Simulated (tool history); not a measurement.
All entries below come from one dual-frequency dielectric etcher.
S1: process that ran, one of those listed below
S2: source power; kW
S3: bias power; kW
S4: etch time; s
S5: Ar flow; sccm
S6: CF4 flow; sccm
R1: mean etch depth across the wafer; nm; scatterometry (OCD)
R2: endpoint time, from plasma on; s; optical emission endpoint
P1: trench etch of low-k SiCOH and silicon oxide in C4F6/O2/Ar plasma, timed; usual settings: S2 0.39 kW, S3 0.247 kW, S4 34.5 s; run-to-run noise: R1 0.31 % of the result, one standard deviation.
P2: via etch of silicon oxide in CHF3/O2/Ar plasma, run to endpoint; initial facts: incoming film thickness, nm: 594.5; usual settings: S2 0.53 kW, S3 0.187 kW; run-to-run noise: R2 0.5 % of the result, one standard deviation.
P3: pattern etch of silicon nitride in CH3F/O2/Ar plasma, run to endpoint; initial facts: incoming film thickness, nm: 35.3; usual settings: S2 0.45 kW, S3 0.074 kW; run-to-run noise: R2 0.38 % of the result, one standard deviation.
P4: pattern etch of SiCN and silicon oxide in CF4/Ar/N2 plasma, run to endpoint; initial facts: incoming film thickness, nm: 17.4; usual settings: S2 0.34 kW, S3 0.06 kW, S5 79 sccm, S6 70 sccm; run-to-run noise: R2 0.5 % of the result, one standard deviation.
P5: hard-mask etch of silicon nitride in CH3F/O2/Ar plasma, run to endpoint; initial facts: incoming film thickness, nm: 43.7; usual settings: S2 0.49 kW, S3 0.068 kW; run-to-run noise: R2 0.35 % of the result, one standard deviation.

run 1 hour=9 | S1=P1 S2=0.39 S3=0.247 S4=34.5 | R1=114.55
run 2 hour=16.8 | S1=P5 S2=0.66 S3=0.068 | R2=52.708
run 3 hour=29.3 | S1=P1 S2=0.39 S3=0.296 S4=34.5 | R1=121.77
run 4 hour=36.9 | S1=P2 S2=0.53 S3=0.254 | R2=275.31
-- hour=39.1 source power generator calibrated
run 5 hour=46.5 | S1=P1 S2=0.39 S3=0.247 S4=34.5 | R1=114.29
run 6 hour=57.2 | S1=P5 S2=0.49 S3=0.068 | R2=59.699
run 7 hour=64.4 | S1=P3 S2=0.45 S3=0.052 | R2=54.979
run 8 hour=73.5 | S1=P1 S2=0.39 S3=0.247 S4=34.5 | R1=114.39
run 9 hour=82.2 | S1=P1 S2=0.39 S3=0.247 S4=21 | R1=69.552
run 10 hour=94.3 | S1=P1 S2=0.39 S3=0.247 S4=34.5 | R1=113.84
run 11 hour=101.1 | S1=P4 S2=0.34 S3=0.085 S5=79 S6=70 | R2=22.479
run 12 hour=113.2 | S1=P1 S2=0.39 S3=0.247 S4=34.5 | R1=114.34
run 13 hour=124.3 | S1=P5 S2=0.49 S3=0.091 | R2=53.612
run 14 hour=135.8 | S1=P5 S2=0.49 S3=0.068 | R2=59.529
run 15 hour=142.6 | S1=P1 S2=0.26 S3=0.247 S4=22 | R1=62.311
run 16 hour=149.6 | S1=P4 S2=0.34 S3=0.06 S5=79 S6=55 | R2=26.474
run 17 hour=158.9 | S1=P4 S2=0.27 S3=0.06 S5=79 S6=70 | R2=31.273
run 18 hour=165.7 | S1=P2 S2=0.73 S3=0.187 | R2=269.16
run 19 hour=171.9 | S1=P4 S2=0.34 S3=0.06 S5=79 S6=70 | R2=25.224
run 20 hour=178.8 | S1=P1 S2=0.39 S3=0.247 S4=42.5 | R1=140.69
run 21 hour=184.6 | S1=P4 S2=0.34 S3=0.06 S5=47 S6=70 | R2=23.943
run 22 hour=190.8 | S1=P3 S2=0.45 S3=0.074 | R2=48.996

The next listed run, before its measurement:
run 23 hour=198.8 | S1=P1 S2=0.39 S3=0.185 S4=34.5 | R1=?

Run 23 yielded R1 103.52 nm.
